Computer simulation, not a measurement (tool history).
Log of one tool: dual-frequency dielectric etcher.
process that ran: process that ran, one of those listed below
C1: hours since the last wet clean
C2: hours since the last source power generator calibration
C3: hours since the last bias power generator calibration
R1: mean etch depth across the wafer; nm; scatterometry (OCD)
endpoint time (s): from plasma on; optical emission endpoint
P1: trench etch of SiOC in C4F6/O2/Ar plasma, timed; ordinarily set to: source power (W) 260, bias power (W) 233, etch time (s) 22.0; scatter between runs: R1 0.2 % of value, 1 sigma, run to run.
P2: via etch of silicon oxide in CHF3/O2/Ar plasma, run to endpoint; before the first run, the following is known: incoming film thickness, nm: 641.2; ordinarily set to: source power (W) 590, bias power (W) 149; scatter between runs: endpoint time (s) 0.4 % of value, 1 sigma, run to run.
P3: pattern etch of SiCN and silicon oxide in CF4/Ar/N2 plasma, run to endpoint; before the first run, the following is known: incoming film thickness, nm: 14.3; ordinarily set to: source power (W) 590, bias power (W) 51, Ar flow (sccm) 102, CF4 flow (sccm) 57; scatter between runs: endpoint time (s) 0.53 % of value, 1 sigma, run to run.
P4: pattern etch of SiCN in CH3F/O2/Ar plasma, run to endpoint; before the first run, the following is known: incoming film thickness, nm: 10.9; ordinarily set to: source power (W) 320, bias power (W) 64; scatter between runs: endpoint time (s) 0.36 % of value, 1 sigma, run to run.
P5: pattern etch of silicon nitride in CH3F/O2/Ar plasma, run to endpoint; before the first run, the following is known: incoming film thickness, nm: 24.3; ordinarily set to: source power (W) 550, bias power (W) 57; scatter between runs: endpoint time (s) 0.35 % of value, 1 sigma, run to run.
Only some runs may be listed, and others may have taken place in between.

Run 1, hour 5.0: process that ran P1, source power (W) 260, bias power (W) 233, etch time (s) 22.0; C1 85.0; C2 1495.7; C3 1496.6. Result: R1 42.126 nm.
Run 2, hour 13.3: process that ran P5, source power (W) 410, bias power (W) 57; C1 93.3; C2 1504.0; C3 1504.9. Result: endpoint time (s) 37.523.
Run 3, hour 18.7: process that ran P5, source power (W) 550, bias power (W) 70; C1 98.7; C2 1509.4; C3 1510.3. Result: endpoint time (s) 31.299.
Run 4, hour 27.1: process that ran P2, source power (W) 590, bias power (W) 121; C1 107.1; C2 1517.8; C3 1518.7. Result: endpoint time (s) 383.310.
Run 5, hour 33.7: process that ran P3, source power (W) 590, bias power (W) 69, Ar flow (sccm) 102, CF4 flow (sccm) 57; C1 113.7; C2 1524.4; C3 1525.3. Result: endpoint time (s) 13.669.
Run 6, hour 41.9: process that ran P3, source power (W) 590, bias power (W) 51, Ar flow (sccm) 102, CF4 flow (sccm) 72; C1 121.9; C2 1532.6; C3 1533.5. Result: endpoint time (s) 14.499.
Run 7, hour 46.1: process that ran P5, source power (W) 550, bias power (W) 57; C1 126.1; C2 1536.8; C3 1537.7. Result: endpoint time (s) 33.378.
Run 8, hour 51.7: process that ran P3, source power (W) 590, bias power (W) 51, Ar flow (sccm) 102, CF4 flow (sccm) 57; C1 131.7; C2 1542.4; C3 1543.3. Result: endpoint time (s) 15.051.
Run 9, hour 57.4: process that ran P4, source power (W) 210, bias power (W) 64; C1 137.4; C2 1548.1; C3 1549.0. Result: endpoint time (s) 39.219.
Run 10, hour 62.9: process that ran P1, source power (W) 330, bias power (W) 233, etch time (s) 31.0; C1 142.9; C2 1553.6; C3 1554.5. Result: R1 65.233 nm.
Run 11, hour 67.3: process that ran P1, source power (W) 260, bias power (W) 233, etch time (s) 27.0; C1 147.3; C2 1558.0; C3 1558.9. Result: R1 51.626 nm.
Run 12, hour 70.9: process that ran P1, source power (W) 260, bias power (W) 233, etch time (s) 17.5; C1 150.9; C2 1561.6; C3 1562.5. Result: R1 33.453 nm.
Run 13, hour 78.9: process that ran P1, source power (W) 260, bias power (W) 233, etch time (s) 22.0; C1 158.9; C2 1569.6; C3 1570.5. Result: R1 42.149 nm.
Run 14, hour 86.0: process that ran P2, source power (W) 400, bias power (W) 149; C1 166.0; C2 1576.7; C3 1577.6. Result: endpoint time (s) 414.760.
Run 15, hour 90.5: process that ran P1, source power (W) 260, bias power (W) 233, etch time (s) 22.0; C1 170.5; C2 1581.2; C3 1582.1. Result: R1 42.254 nm.
Run 16, hour 97.3: process that ran P4, source power (W) 320, bias power (W) 64; C1 177.3; C2 1588.0; C3 1588.9. Result: endpoint time (s) 33.419.
Run 17, hour 103.6: process that ran P3, source power (W) 450, bias power (W) 51, Ar flow (sccm) 102, CF4 flow (sccm) 57; C1 183.6; C2 1594.3; C3 1595.2. Result: endpoint time (s) 19.052.
Run 18, hour 109.4: process that ran P4, source power (W) 320, bias power (W) 89; C1 189.4; C2 1600.1; C3 1601.0. Result: endpoint time (s) 29.654.
Run 19, hour 116.4: process that ran P1, source power (W) 260, bias power (W) 233, etch time (s) 22.0; C1 196.4; C2 1607.1; C3 1608.0. Result: R1 42.013 nm.
Run 20, hour 123.4: process that ran P1, source power (W) 350, bias power (W) 233, etch time (s) 22.0; C1 203.4; C2 1614.1; C3 1615.0. Result: R1 47.145 nm.
Run 21, hour 129.7: process that ran P1, source power (W) 260, bias power (W) 233, etch time (s) 22.0; C1 209.7; C2 1620.4; C3 1621.3. Result: R1 42.043 nm.
Run 22, hour 136.6: process that ran P1, source power (W) 260, bias power (W) 324, etch time (s) 22.0; C1 216.6; C2 1627.3; C3 1628.2. Result: R1 47.334 nm.
Run 23, hour 141.7: process that ran P3, source power (W) 590, bias power (W) 51, Ar flow (sccm) 76, CF4 flow (sccm) 57; C1 221.7; C2 1632.4; C3 1633.3. Result: endpoint time (s) 14.293.
Run 24, hour 147.0: process that ran P1, source power (W) 170, bias power (W) 233, etch time (s) 22.0; C1 227.0; C2 1637.7; C3 1638.6. Result: R1 35.843 nm.
Run 25, hour 151.3: process that ran P2, source power (W) 590, bias power (W) 149; C1 231.3; C2 1642.0; C3 1642.9. Result: endpoint time (s) 357.870.
Run 26, hour 157.9: process that ran P4, source power (W) 320, bias power (W) 64; C1 237.9; C2 1648.6; C3 1649.5. Result: endpoint time (s) 33.222.
Run 27, hour 162.8: process that ran P1, source power (W) 260, bias power (W) 167, etch time (s) 22.0; C1 242.8; C2 1653.5; C3 1654.4. Result: R1 37.698 nm.
Run 28, hour 167.1: process that ran P1, source power (W) 260, bias power (W) 233, etch time (s) 22.0; C1 247.1; C2 1657.8; C3 1658.7. Result: R1 42.129 nm.
Run 29, hour 171.8: process that ran P1, source power (W) 260, bias power (W) 233, etch time (s) 22.0; C1 251.8; C2 1662.5; C3 1663.4. Result: R1 41.852 nm.
Run 30, hour 178.9: process that ran P1, source power (W) 260, bias power (W) 233, etch time (s) 22.0; C1 258.9; C2 1669.6; C3 1670.5. Result: R1 41.674 nm.
Run 31, hour 187.2: process that ran P1, source power (W) 260, bias power (W) 233, etch time (s) 22.0; C1 267.2; C2 1677.9; C3 1678.8. Result: R1 41.596 nm.
At hour 189.3: wet clean of the chamber.
Run 32, hour 191.8: process that ran P1, source power (W) 260, bias power (W) 233, etch time (s) 22.0; C1 2.6; C2 1682.5; C3 1683.4. Result: R1 41.469 nm.
Run 33, hour 195.6: process that ran P1, source power (W) 260, bias power (W) 233, etch time (s) 22.0; C1 6.4; C2 1686.3; C3 1687.2. Result: R1 41.444 nm.
Run 34, hour 202.7: process that ran P1, source power (W) 260, bias power (W) 233, etch time (s) 22.0; C1 13.5; C2 1693.4; C3 1694.3. Result: R1 41.449 nm.
Run 35, hour 207.0: process that ran P1, source power (W) 260, bias power (W) 233, etch time (s) 22.0; C1 17.8; C2 1697.7; C3 1698.6. Result: R1 41.391 nm.

The output of P1 has drifted from where it used to be. Each of the 2 causes below, taken at the size shown beside it, accounts for the log equally well:
A: source power that arrives under what is set, % = 4.06
B: bias power that arrives under what is set, % = 4.51
The drift started at roughly hour 167.1.
Other possible causes, and why each is ruled out:
chamber walls in a state that lowers the etch rate, %: work on it at hour 189.3, done after the drift set in, did not restore what the process gave before

The list below offers 4 check runs, each averaging the results of 3 wafers, and shows each result as a question mark. For which of them would the listed causes give clearly different results?
Run check 1, hour 211.3: process that ran P4, source power (W) 320, bias power (W) 64. Result: endpoint time (s) ?.
Run check 2, hour 211.3: process that ran P5, source power (W) 550, bias power (W) 57. Result: endpoint time (s) ?.
Run check 3, hour 211.3: process that ran P2, source power (W) 590, bias power (W) 149. Result: endpoint time (s) ?.
Run check 4, hour 211.3: process that ran P3, source power (W) 590, bias power (W) 51, Ar flow (sccm) 102, CF4 flow (sccm) 57. Result: endpoint time (s) ?.

How each check would come out, cause by cause:
  check             result     if A     if B
check 1  endpoint time (s)   33.906   33.922
check 2  endpoint time (s)   33.969   33.912
check 3  endpoint time (s)  364.230  363.800
check 4  endpoint time (s)   15.631   15.285
Gap, in per cent, between the two causes that each check separates least, read from the result that separates them most: check 1 0.05 %; check 2 0.17 %; check 3 0.12 %; check 4 2.24 %
Of the check runs offered, only check 4 discriminates between the causes; the rest would read about the same regardless of which cause applies.

Here is what check 4 returned: endpoint time (s) 15.690. Which cause is it?

A is the cause: source power that arrives under what is set, %.
